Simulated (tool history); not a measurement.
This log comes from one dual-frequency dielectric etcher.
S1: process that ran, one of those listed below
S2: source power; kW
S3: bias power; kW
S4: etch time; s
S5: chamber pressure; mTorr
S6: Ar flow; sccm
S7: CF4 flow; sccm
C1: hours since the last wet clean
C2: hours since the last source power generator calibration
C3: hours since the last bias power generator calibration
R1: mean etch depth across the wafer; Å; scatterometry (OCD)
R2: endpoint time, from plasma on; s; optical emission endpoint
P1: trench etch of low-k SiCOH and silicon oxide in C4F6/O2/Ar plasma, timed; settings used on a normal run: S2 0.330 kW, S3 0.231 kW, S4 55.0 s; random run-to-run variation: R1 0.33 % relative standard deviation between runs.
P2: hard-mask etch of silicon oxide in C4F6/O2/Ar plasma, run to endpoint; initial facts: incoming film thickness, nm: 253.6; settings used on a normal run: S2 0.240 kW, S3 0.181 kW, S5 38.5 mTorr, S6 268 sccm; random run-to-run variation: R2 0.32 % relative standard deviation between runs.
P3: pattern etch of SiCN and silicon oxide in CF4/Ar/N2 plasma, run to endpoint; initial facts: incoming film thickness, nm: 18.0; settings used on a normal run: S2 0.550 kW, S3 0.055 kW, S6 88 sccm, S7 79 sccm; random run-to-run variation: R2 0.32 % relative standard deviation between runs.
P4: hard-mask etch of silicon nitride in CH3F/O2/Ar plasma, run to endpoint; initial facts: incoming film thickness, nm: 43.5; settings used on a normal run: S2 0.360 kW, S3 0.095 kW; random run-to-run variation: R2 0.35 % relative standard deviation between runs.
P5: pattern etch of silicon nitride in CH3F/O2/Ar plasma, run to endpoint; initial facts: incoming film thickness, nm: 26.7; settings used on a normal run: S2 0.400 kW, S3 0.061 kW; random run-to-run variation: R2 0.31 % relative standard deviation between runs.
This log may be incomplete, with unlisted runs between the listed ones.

Run 1, hour 5.8: S1 P1, S2 0.330 kW, S3 0.231 kW, S4 55.0 s; C1 242.9; C2 2420.5; C3 362.1. Result: R1 1796.9 Å.
Run 2, hour 12.2: S1 P1, S2 0.330 kW, S3 0.295 kW, S4 55.0 s; C1 249.3; C2 2426.9; C3 368.5. Result: R1 1968.3 Å.
Run 3, hour 20.0: S1 P1, S2 0.220 kW, S3 0.231 kW, S4 55.0 s; C1 257.1; C2 2434.7; C3 376.3. Result: R1 1553.1 Å.
Run 4, hour 28.1: S1 P1, S2 0.400 kW, S3 0.319 kW, S4 55.0 s; C1 265.2; C2 2442.8; C3 384.4. Result: R1 2171.8 Å.
Run 5, hour 35.3: S1 P2, S2 0.240 kW, S3 0.181 kW, S5 38.5 mTorr, S6 379 sccm; C1 272.4; C2 2450.0; C3 391.6. Result: R2 103.080 s.
Run 6, hour 42.3: S1 P4, S2 0.360 kW, S3 0.133 kW; C1 279.4; C2 2457.0; C3 398.6. Result: R2 49.813 s.
Run 7, hour 51.1: S1 P3, S2 0.550 kW, S3 0.055 kW, S6 88 sccm, S7 79 sccm; C1 288.2; C2 2465.8; C3 407.4. Result: R2 18.714 s.
Run 8, hour 57.5: S1 P5, S2 0.400 kW, S3 0.078 kW; C1 294.6; C2 2472.2; C3 413.8. Result: R2 38.904 s.
At hour 61.7: source power generator calibrated.
Run 9, hour 62.1: S1 P5, S2 0.400 kW, S3 0.061 kW; C1 299.2; C2 0.4; C3 418.4. Result: R2 41.902 s.
Run 10, hour 69.2: S1 P4, S2 0.360 kW, S3 0.095 kW; C1 306.3; C2 7.5; C3 425.5. Result: R2 56.311 s.
Run 11, hour 79.7: S1 P3, S2 0.550 kW, S3 0.068 kW, S6 88 sccm, S7 79 sccm; C1 316.8; C2 18.0; C3 436.0. Result: R2 17.497 s.
Run 12, hour 87.2: S1 P3, S2 0.550 kW, S3 0.055 kW, S6 88 sccm, S7 112 sccm; C1 324.3; C2 25.5; C3 443.5. Result: R2 17.892 s.
Run 13, hour 92.6: S1 P2, S2 0.240 kW, S3 0.107 kW, S5 38.5 mTorr, S6 268 sccm; C1 329.7; C2 30.9; C3 448.9. Result: R2 116.920 s.
Run 14, hour 99.4: S1 P1, S2 0.330 kW, S3 0.231 kW, S4 55.0 s; C1 336.5; C2 37.7; C3 455.7. Result: R1 1805.2 Å.
Run 15, hour 105.9: S1 P4, S2 0.360 kW, S3 0.095 kW; C1 343.0; C2 44.2; C3 462.2. Result: R2 56.361 s.
Run 16, hour 111.1: S1 P1, S2 0.330 kW, S3 0.231 kW, S4 55.0 s; C1 348.2; C2 49.4; C3 467.4. Result: R1 1803.8 Å.
Run 17, hour 117.1: S1 P1, S2 0.330 kW, S3 0.231 kW, S4 55.0 s; C1 354.2; C2 55.4; C3 473.4. Result: R1 1809.4 Å.
Run 18, hour 124.5: S1 P2, S2 0.300 kW, S3 0.181 kW, S5 38.5 mTorr, S6 268 sccm; C1 361.6; C2 62.8; C3 480.8. Result: R2 92.043 s.
Run 19, hour 132.0: S1 P1, S2 0.330 kW, S3 0.231 kW, S4 55.0 s; C1 369.1; C2 70.3; C3 488.3. Result: R1 1801.5 Å.
Run 20, hour 141.1: S1 P3, S2 0.550 kW, S3 0.055 kW, S6 104 sccm, S7 79 sccm; C1 378.2; C2 79.4; C3 497.4. Result: R2 19.259 s.
Run 21, hour 147.5: S1 P1, S2 0.410 kW, S3 0.231 kW, S4 55.0 s; C1 384.6; C2 85.8; C3 503.8. Result: R1 1948.7 Å.
Run 22, hour 157.9: S1 P3, S2 0.340 kW, S3 0.055 kW, S6 88 sccm, S7 79 sccm; C1 395.0; C2 96.2; C3 514.2. Result: R2 28.794 s.
Run 23, hour 163.8: S1 P1, S2 0.330 kW, S3 0.231 kW, S4 55.0 s; C1 400.9; C2 102.1; C3 520.1. Result: R1 1799.0 Å.
Run 24, hour 168.5: S1 P1, S2 0.330 kW, S3 0.136 kW, S4 55.0 s; C1 405.6; C2 106.8; C3 524.8. Result: R1 1518.6 Å.
Run 25, hour 177.1: S1 P5, S2 0.510 kW, S3 0.061 kW; C1 414.2; C2 115.4; C3 533.4. Result: R2 38.323 s.
Run 26, hour 181.9: S1 P1, S2 0.330 kW, S3 0.231 kW, S4 33.0 s; C1 419.0; C2 120.2; C3 538.2. Result: R1 1075.7 Å.
Run 27, hour 188.4: S1 P2, S2 0.240 kW, S3 0.181 kW, S5 47.0 mTorr, S6 268 sccm; C1 425.5; C2 126.7; C3 544.7. Result: R2 102.180 s.
Run 28, hour 196.1: S1 P2, S2 0.240 kW, S3 0.181 kW, S5 38.5 mTorr, S6 268 sccm; C1 433.2; C2 134.4; C3 552.4. Result: R2 99.837 s.
Run 29, hour 206.2: S1 P4, S2 0.280 kW, S3 0.095 kW; C1 443.3; C2 144.5; C3 562.5. Result: R2 62.024 s.
Run 30, hour 213.9: S1 P1, S2 0.330 kW, S3 0.231 kW, S4 73.5 s; C1 451.0; C2 152.2; C3 570.2. Result: R1 2420.8 Å.
Run 31, hour 218.5: S1 P1, S2 0.330 kW, S3 0.231 kW, S4 55.0 s; C1 455.6; C2 156.8; C3 574.8. Result: R1 1809.5 Å.
Run 32, hour 228.8: S1 P1, S2 0.330 kW, S3 0.231 kW, S4 55.0 s; C1 465.9; C2 167.1; C3 585.1. Result: R1 1794.5 Å.
Run 33, hour 234.0: S1 P1, S2 0.330 kW, S3 0.231 kW, S4 55.0 s; C1 471.1; C2 172.3; C3 590.3. Result: R1 1792.1 Å.
Run 34, hour 242.8: S1 P1, S2 0.330 kW, S3 0.231 kW, S4 55.0 s; C1 479.9; C2 181.1; C3 599.1. Result: R1 1777.8 Å.
Run 35, hour 249.7: S1 P1, S2 0.330 kW, S3 0.231 kW, S4 55.0 s; C1 486.8; C2 188.0; C3 606.0. Result: R1 1777.7 Å.
Run 36, hour 254.3: S1 P1, S2 0.330 kW, S3 0.231 kW, S4 55.0 s; C1 491.4; C2 192.6; C3 610.6. Result: R1 1768.0 Å.
At hour 257.3: wet clean of the chamber.
Run 37, hour 259.2: S1 P1, S2 0.330 kW, S3 0.231 kW, S4 55.0 s; C1 1.9; C2 197.5; C3 615.5. Result: R1 1790.1 Å.
Run 38, hour 263.9: S1 P1, S2 0.330 kW, S3 0.231 kW, S4 55.0 s; C1 6.6; C2 202.2; C3 620.2. Result: R1 1779.8 Å.
Run 39, hour 270.4: S1 P1, S2 0.330 kW, S3 0.231 kW, S4 55.0 s; C1 13.1; C2 208.7; C3 626.7. Result: R1 1780.4 Å.
Run 40, hour 277.1: S1 P1, S2 0.330 kW, S3 0.231 kW, S4 55.0 s; C1 19.8; C2 215.4; C3 633.4. Result: R1 1777.8 Å.
Run 41, hour 284.3: S1 P1, S2 0.330 kW, S3 0.231 kW, S4 55.0 s; C1 27.0; C2 222.6; C3 640.6. Result: R1 1780.5 Å.
Run 42, hour 289.3: S1 P1, S2 0.330 kW, S3 0.231 kW, S4 55.0 s; C1 32.0; C2 227.6; C3 645.6. Result: R1 1774.4 Å.

Compared with where it was, what P1 gives has crept away. Each cause listed below fits the log as well as the rest, at the size given for it:
A: source power that arrives under what is set, % = 4.27
B: bias power that arrives under what is set, % = 4.85
Creep in the process output first set in at about hour 218.5.
All other causes, with the reason each is excluded:
chamber walls in a state that lowers the etch rate, %: serviced after onset, at hour 257.3, with no recovery of the prior output

4 check runs are offered, one wafer each, their results left as question marks. Which one tells the causes apart?
Run check 1, hour 294.3: S1 P4, S2 0.360 kW, S3 0.095 kW. Result: R2 ?.
Run check 2, hour 294.3: S1 P2, S2 0.240 kW, S3 0.181 kW, S5 38.5 mTorr, S6 268 sccm. Result: R2 ?.
Run check 3, hour 294.3: S1 P5, S2 0.400 kW, S3 0.061 kW. Result: R2 ?.
Run check 4, hour 294.3: S1 P3, S2 0.550 kW, S3 0.055 kW, S6 88 sccm, S7 79 sccm. Result: R2 ?.

How each check would come out, cause by cause:
  check  result     if A     if B
check 1      R2   57.202   57.309
check 2      R2  101.300  101.240
check 3      R2   42.749   42.730
check 4      R2   19.492   19.024
Distance between the nearest two causes, measured in the result of the check that separates them most: check 1 0.19 %; check 2 0.06 %; check 3 0.04 %; check 4 2.43 %
The other checks would show nearly matching results whichever cause is true, so check 4 is the only one that separates the causes.

Running check 4 produced the following: R2 18.948 s. Which one of the listed causes fits?

It is B: bias power that arrives under what is set, %.
